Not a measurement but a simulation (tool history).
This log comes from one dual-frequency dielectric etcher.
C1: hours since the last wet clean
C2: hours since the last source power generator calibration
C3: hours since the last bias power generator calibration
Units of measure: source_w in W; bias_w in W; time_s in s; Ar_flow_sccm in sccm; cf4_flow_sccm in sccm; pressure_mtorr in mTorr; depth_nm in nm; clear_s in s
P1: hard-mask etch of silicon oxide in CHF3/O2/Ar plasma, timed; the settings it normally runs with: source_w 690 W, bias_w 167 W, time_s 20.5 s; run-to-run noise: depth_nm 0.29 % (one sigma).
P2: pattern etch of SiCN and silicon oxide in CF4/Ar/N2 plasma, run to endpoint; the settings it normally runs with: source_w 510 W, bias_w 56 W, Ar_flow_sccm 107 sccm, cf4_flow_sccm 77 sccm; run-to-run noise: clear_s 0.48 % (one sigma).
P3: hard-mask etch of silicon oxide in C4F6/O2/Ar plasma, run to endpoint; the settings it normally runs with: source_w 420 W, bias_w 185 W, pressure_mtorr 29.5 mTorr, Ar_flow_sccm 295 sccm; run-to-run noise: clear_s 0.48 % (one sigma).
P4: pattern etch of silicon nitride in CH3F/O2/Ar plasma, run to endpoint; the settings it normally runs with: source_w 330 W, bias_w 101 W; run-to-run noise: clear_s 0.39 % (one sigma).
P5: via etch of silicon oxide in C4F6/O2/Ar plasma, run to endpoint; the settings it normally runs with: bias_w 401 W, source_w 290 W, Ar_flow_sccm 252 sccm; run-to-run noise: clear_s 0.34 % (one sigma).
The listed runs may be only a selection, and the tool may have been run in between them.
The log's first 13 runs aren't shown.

{"run": 14, "hour": 44.2, "process": "P1", "source_w": 690, "bias_w": 167, "time_s": 26, "C1": 397.9, "C2": 352.9, "C3": 1642.1, "depth_nm": 53.386}
{"run": 15, "hour": 48.4, "process": "P5", "source_w": 390, "bias_w": 401, "Ar_flow_sccm": 252, "C1": 402.1, "C2": 357.1, "C3": 1646.3, "clear_s": 43.638}
{"run": 16, "hour": 50.7, "process": "P2", "source_w": 510, "bias_w": 56, "Ar_flow_sccm": 72, "cf4_flow_sccm": 77, "C1": 404.4, "C2": 359.4, "C3": 1648.6, "clear_s": 17.804}
{"run": 17, "hour": 53.5, "process": "P2", "source_w": 510, "bias_w": 56, "Ar_flow_sccm": 107, "cf4_flow_sccm": 77, "C1": 407.2, "C2": 362.2, "C3": 1651.4, "clear_s": 18.905}
{"run": 18, "hour": 55.6, "process": "P1", "source_w": 690, "bias_w": 167, "time_s": 11.5, "C1": 409.3, "C2": 364.3, "C3": 1653.5, "depth_nm": 23.704}
{"run": 19, "hour": 58.0, "process": "P5", "source_w": 290, "bias_w": 565, "Ar_flow_sccm": 252, "C1": 411.7, "C2": 366.7, "C3": 1655.9, "clear_s": 42.844}
{"run": 20, "hour": 61.6, "process": "P5", "source_w": 290, "bias_w": 401, "Ar_flow_sccm": 252, "C1": 415.3, "C2": 370.3, "C3": 1659.5, "clear_s": 48.683}
{"run": 21, "hour": 65.6, "process": "P1", "source_w": 690, "bias_w": 167, "time_s": 20.5, "C1": 419.3, "C2": 374.3, "C3": 1663.5, "depth_nm": 42.27}
{"run": 22, "hour": 69.9, "process": "P1", "source_w": 690, "bias_w": 118, "time_s": 12.5, "C1": 423.6, "C2": 378.6, "C3": 1667.8, "depth_nm": 23.075}
{"run": 23, "hour": 72.5, "process": "P1", "source_w": 690, "bias_w": 167, "time_s": 20.5, "C1": 426.2, "C2": 381.2, "C3": 1670.4, "depth_nm": 42.145}
{"hour": 74.3, "done": "source power generator calibrated"}
{"run": 24, "hour": 74.5, "process": "P3", "source_w": 420, "bias_w": 185, "Ar_flow_sccm": 295, "pressure_mtorr": 29.5, "C1": 428.2, "C2": 0.2, "C3": 1672.4, "clear_s": 47.658}
{"run": 25, "hour": 78.8, "process": "P1", "source_w": 690, "bias_w": 236, "time_s": 20.5, "C1": 432.5, "C2": 4.5, "C3": 1676.7, "depth_nm": 47.476}
{"run": 26, "hour": 81.9, "process": "P1", "source_w": 690, "bias_w": 167, "time_s": 20.5, "C1": 435.6, "C2": 7.6, "C3": 1679.8, "depth_nm": 42.128}
{"run": 27, "hour": 84.4, "process": "P3", "source_w": 420, "bias_w": 185, "Ar_flow_sccm": 295, "pressure_mtorr": 36.5, "C1": 438.1, "C2": 10.1, "C3": 1682.3, "clear_s": 49.039}

Run 28 comes next. What will it give?
{"run": 28, "hour": 88.0, "process": "P1", "source_w": 690, "bias_w": 167, "time_s": 20.5, "C1": 441.7, "C2": 13.7, "C3": 1685.9, "depth_nm": "?"}

{"run 28": {"depth_nm": 42.21}}
